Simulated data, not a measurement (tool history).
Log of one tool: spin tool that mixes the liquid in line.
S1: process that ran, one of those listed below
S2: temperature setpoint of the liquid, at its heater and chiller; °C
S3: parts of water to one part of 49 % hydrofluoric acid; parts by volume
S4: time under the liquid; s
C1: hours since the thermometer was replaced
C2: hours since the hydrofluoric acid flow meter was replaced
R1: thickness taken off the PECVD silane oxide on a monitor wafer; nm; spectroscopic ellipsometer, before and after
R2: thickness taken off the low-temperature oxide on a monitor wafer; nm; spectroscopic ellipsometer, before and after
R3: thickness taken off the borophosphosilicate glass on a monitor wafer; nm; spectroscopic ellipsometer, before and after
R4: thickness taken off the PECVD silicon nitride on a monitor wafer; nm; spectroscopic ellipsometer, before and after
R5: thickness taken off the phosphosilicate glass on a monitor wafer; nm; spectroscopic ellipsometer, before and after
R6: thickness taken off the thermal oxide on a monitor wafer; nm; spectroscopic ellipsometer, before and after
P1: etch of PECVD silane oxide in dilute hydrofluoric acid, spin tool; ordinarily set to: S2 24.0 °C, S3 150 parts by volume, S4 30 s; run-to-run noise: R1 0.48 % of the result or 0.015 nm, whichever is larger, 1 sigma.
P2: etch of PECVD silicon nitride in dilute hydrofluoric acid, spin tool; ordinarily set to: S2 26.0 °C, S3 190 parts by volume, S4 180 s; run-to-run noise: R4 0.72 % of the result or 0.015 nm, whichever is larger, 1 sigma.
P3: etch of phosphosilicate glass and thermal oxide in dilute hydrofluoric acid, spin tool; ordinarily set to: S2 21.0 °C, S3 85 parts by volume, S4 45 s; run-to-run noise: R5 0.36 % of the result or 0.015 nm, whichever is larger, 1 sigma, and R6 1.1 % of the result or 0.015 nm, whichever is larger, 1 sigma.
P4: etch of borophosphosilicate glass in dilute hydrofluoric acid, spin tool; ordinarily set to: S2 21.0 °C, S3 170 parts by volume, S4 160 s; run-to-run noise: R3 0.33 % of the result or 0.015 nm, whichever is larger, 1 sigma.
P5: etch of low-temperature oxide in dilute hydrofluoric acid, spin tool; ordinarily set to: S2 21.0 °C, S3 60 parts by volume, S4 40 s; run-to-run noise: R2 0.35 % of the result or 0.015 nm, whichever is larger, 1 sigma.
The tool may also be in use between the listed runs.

| run | hour | S1 | S2 | S3 | S4 | C1 | C2 | R1 | R2 | R3 | R4 | R5 | R6 |
|---|---|---|---|---|---|---|---|---|---|---|---|---|---|
| 1 | 14.7 | P1 | 24.0 | 150 | 30 | 78.8 | 504.7 | 4.9464 |  |  |  |  |  |
| 2 | 27.3 | P1 | 24.0 | 235 | 15 | 91.4 | 517.3 | 1.4238 |  |  |  |  |  |
| 3 | 36.3 | P5 | 21.0 | 95 | 40 | 100.4 | 526.3 |  | 10.281 |  |  |  |  |
| 4 | 44.1 | P4 | 17.0 | 170 | 160 | 108.2 | 534.1 |  |  | 36.894 |  |  |  |
| 5 | 58.3 | P2 | 33.5 | 190 | 180 | 122.4 | 548.3 |  |  |  | 5.0014 |  |  |
| 6 | 73.0 | P3 | 21.0 | 145 | 45 | 137.1 | 563.0 |  |  |  |  | 17.355 | 1.2730 |
| 7 | 87.1 | P1 | 24.0 | 150 | 50 | 151.2 | 577.1 | 8.1623 |  |  |  |  |  |
| 8 | 95.8 | P5 | 21.0 | 60 | 40 | 159.9 | 585.8 |  | 16.783 |  |  |  |  |
| 9 | 103.1 | P3 | 21.0 | 85 | 45 | 167.2 | 593.1 |  |  |  |  | 31.601 | 2.2349 |
| 10 | 119.1 | P1 | 24.0 | 150 | 15 | 183.2 | 609.1 | 2.4708 |  |  |  |  |  |
| 11 | 126.6 | P4 | 21.0 | 170 | 160 | 190.7 | 616.6 |  |  | 43.419 |  |  |  |
| 12 | 139.5 | P4 | 21.0 | 170 | 315 | 203.6 | 629.5 |  |  | 85.348 |  |  |  |
| 13 | 154.3 | P1 | 24.0 | 150 | 30 | 218.4 | 644.3 | 4.9244 |  |  |  |  |  |
| 14 | 164.7 | P1 | 28.0 | 150 | 45 | 228.8 | 654.7 | 8.6255 |  |  |  |  |  |
| 15 | 175.0 | P5 | 21.0 | 60 | 70 | 239.1 | 665.0 |  | 29.480 |  |  |  |  |
| 16 | 185.2 | P2 | 26.0 | 190 | 60 | 249.3 | 675.2 |  |  |  | 1.0813 |  |  |
| 17 | 196.6 | P1 | 24.0 | 150 | 30 | 260.7 | 686.6 | 4.9472 |  |  |  |  |  |
| 18 | 208.6 | P3 | 28.5 | 85 | 45 | 272.7 | 698.6 |  |  |  |  | 42.731 | 3.0758 |
| 19 | 219.0 | P2 | 26.0 | 190 | 180 | 283.1 | 709.0 |  |  |  | 3.2583 |  |  |
| 20 | 234.5 | P1 | 24.0 | 150 | 30 | 298.6 | 724.5 | 4.9894 |  |  |  |  |  |
| 21 | 249.4 | P3 | 21.0 | 85 | 70 | 313.5 | 739.4 |  |  |  |  | 49.535 | 3.5888 |
| 22 | 261.9 | P1 | 28.0 | 150 | 30 | 326.0 | 751.9 | 5.7316 |  |  |  |  |  |
| 23 | 269.2 | P4 | 21.0 | 170 | 160 | 333.3 | 759.2 |  |  | 43.426 |  |  |  |
| 24 | 280.4 | P4 | 21.0 | 295 | 160 | 344.5 | 770.4 |  |  | 22.173 |  |  |  |
| 25 | 294.1 | P1 | 24.0 | 255 | 30 | 358.2 | 784.1 | 2.6171 |  |  |  |  |  |
| 26 | 303.8 | P1 | 17.5 | 150 | 30 | 367.9 | 793.8 | 3.8680 |  |  |  |  |  |
| 27 | 314.0 | P5 | 27.5 | 60 | 40 | 378.1 | 804.0 |  | 21.988 |  |  |  |  |
| 28 | 329.0 | P1 | 24.0 | 40 | 30 | 393.1 | 819.0 | 21.0330 |  |  |  |  |  |
| 29 | 344.3 | P2 | 26.0 | 100 | 180 | 408.4 | 834.3 |  |  |  | 6.0853 |  |  |
| 30 | 359.6 | P1 | 24.0 | 150 | 30 | 423.7 | 849.6 | 4.9296 |  |  |  |  |  |
| 31 | 370.1 | P1 | 24.0 | 150 | 30 | 434.2 | 860.1 | 5.0634 |  |  |  |  |  |
| 32 | 381.5 | P1 | 24.0 | 150 | 30 | 445.6 | 871.5 | 5.0833 |  |  |  |  |  |
| 33 | 391.1 | P1 | 24.0 | 150 | 30 | 455.2 | 881.1 | 5.1461 |  |  |  |  |  |
| 34 | 399.5 | P1 | 24.0 | 150 | 30 | 463.6 | 889.5 | 5.1732 |  |  |  |  |  |
| 35 | 407.9 | P1 | 24.0 | 150 | 30 | 472.0 | 897.9 | 5.2258 |  |  |  |  |  |
| 36 | 422.9 | P1 | 24.0 | 150 | 30 | 487.0 | 912.9 | 5.1968 |  |  |  |  |  |
| 37 | 437.4 | P1 | 24.0 | 150 | 30 | 501.5 | 927.4 | 5.2317 |  |  |  |  |  |

The log shows P1 creeping away from where it was. Any of the 2 causes listed here, at the size stated for it, fits the log just as well as the others:
A: hydrofluoric acid flow above the setpoint (%) = 4.77
B: liquid hotter than its thermometer reads (K) = 1.44
Onset of the creep was near hour 359.6.

The 4 check runs listed below each average the results of 3 wafers, and their outcomes are marked with question marks. Under which run would the listed causes produce clearly different results?
| check 1 | 451.9 | P4 | 18.0 | 170 | 295 |  |  |  |  | ? |  |  |  |
| check 2 | 451.9 | P2 | 30.5 | 190 | 180 |  |  |  |  |  | ? |  |  |
| check 3 | 451.9 | P5 | 27.5 | 85 | 40 |  |  |  | ? |  |  |  |  |
| check 4 | 451.9 | P3 | 21.0 | 140 | 45 |  |  |  |  |  |  | ? | ? |

Predicted outcomes, by check and by cause:
| check | result | if A | if B |
|---|---|---|---|
| check 1 | R3 | 74.825 | 75.067 |
| check 2 | R4 | 4.4396 | 4.6113 |
| check 3 | R2 | 15.811 | 15.870 |
| check 4 | R5 | 19.081 | 19.143 |
| check 4 | R6 | 1.3589 | 1.3633 |
Per-check spread between the two closest causes, in the result where they differ most: check 1 0.32 %; check 2 3.8 %; check 3 0.37 %; check 4 0.32 %
Check 2 distinguishes between the causes, while the remaining checks would return nearly the same result for all of them.

Running check 2 produced the following: R4 4.6255 nm. Which one of the listed causes fits?

The cause is B: liquid hotter than its thermometer reads (K).
